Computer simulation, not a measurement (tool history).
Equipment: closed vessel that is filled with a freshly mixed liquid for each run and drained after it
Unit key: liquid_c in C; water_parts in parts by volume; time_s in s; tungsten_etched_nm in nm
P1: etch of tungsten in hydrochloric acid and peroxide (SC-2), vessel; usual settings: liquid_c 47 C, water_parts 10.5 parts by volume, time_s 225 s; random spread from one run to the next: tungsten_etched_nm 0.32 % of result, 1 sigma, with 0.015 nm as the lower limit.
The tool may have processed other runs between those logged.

run	hour	liquid_c	water_parts	time_s	hours since the thermometer was replaced	hours since the chemicals flow meter was replaced	hours since the drum of peroxide was connected	tungsten_etched_nm
1	3.5	47	10.5	225	400.7	311.7	179.3	28.255
2	7.8	47	10.5	30	405	316	183.6	3.7538
3	11.8	35.5	6.5	225	409	320	187.6	18.484
4	15.5	63.5	10.5	225	412.7	323.7	191.3	81.939
5	17.9	47	5.5	30	415.1	326.1	193.7	6.2648
6	22.7	47	10.5	225	419.9	330.9	198.5	28.131
7	25.8	47	10.5	225	423	334	201.6	28.21
8	29.4	47	4	225	426.6	337.6	205.2	58.624
9	32.6	47	10.5	450	429.8	340.8	208.4	56.114
10	37.2	47	10.5	225	434.4	345.4	213	28.073
11	41.6	47	10.5	225	438.8	349.8	217.4	28.103
12	44.8	35	10.5	225	442	353	220.6	12.167
13	48.6	35	18.5	225	445.8	356.8	224.4	7.391
14	51	47	17.5	225	448.2	359.2	226.8	18.067
15	54.1	47	10.5	225	451.3	362.3	229.9	28.165
16	57.3	47	10.5	225	454.5	365.5	233.1	27.636
17	61.7	47	10.5	225	458.9	369.9	237.5	26.784
18	66.3	47	10.5	225	463.5	374.5	242.1	26.513
# hour 67.5: new drum of peroxide connected
19	70.4	47	10.5	225	467.6	378.6	3	26.352
20	73.3	47	10.5	225	470.5	381.5	5.9	26.233
21	75.8	47	10.5	225	473	384	8.4	26.171
22	80.8	47	10.5	225	478	389	13.4	26.141
23	85.5	47	10.5	225	482.7	393.7	18.1	26.141
24	90.4	47	10.5	225	487.6	398.6	23	25.942

Something has made what P1 gives creep away from where it was; the 2 causes below, each at its own stated size, fit the log equally well:
A: liquid colder than its thermometer reads (K) = 1.17
B: chemicals flow below the setpoint (%) = 8.98
Creep in the process output first set in at about hour 54.1.
What rules out each remaining cause:
peroxide weaker than its label (%): was serviced at hour 67.5, once the creep was under way, yet the earlier output never came back

Each of the check runs listed below is run on 2 wafers and reports their average, with the results left as question marks. Pick the one under which the possible causes would lead to clearly different results.
check 1	95.3	60	10.5	40				?
check 2	95.3	62	5.5	225				?
check 3	95.3	47	16.5	405				?
check 4	95.3	35	4.5	225				?

Check results expected under each cause:
check	result	if A	if B
check 1	tungsten_etched_nm	10.878	10.813
check 2	tungsten_etched_nm	115.62	115.96
check 3	tungsten_etched_nm	31.655	31.511
check 4	tungsten_etched_nm	21.324	21.755
How far apart the two closest causes lie, in the result that separates them most: check 1 0.6 %; check 2 0.29 %; check 3 0.46 %; check 4 2 %
The other checks would show nearly matching results whichever cause is true, so check 4 is the only one that separates the causes.

After running check 4, the following was obtained: tungsten_etched_nm 21.295 nm. Which cause does this point to?

It was cause A: liquid colder than its thermometer reads (K).
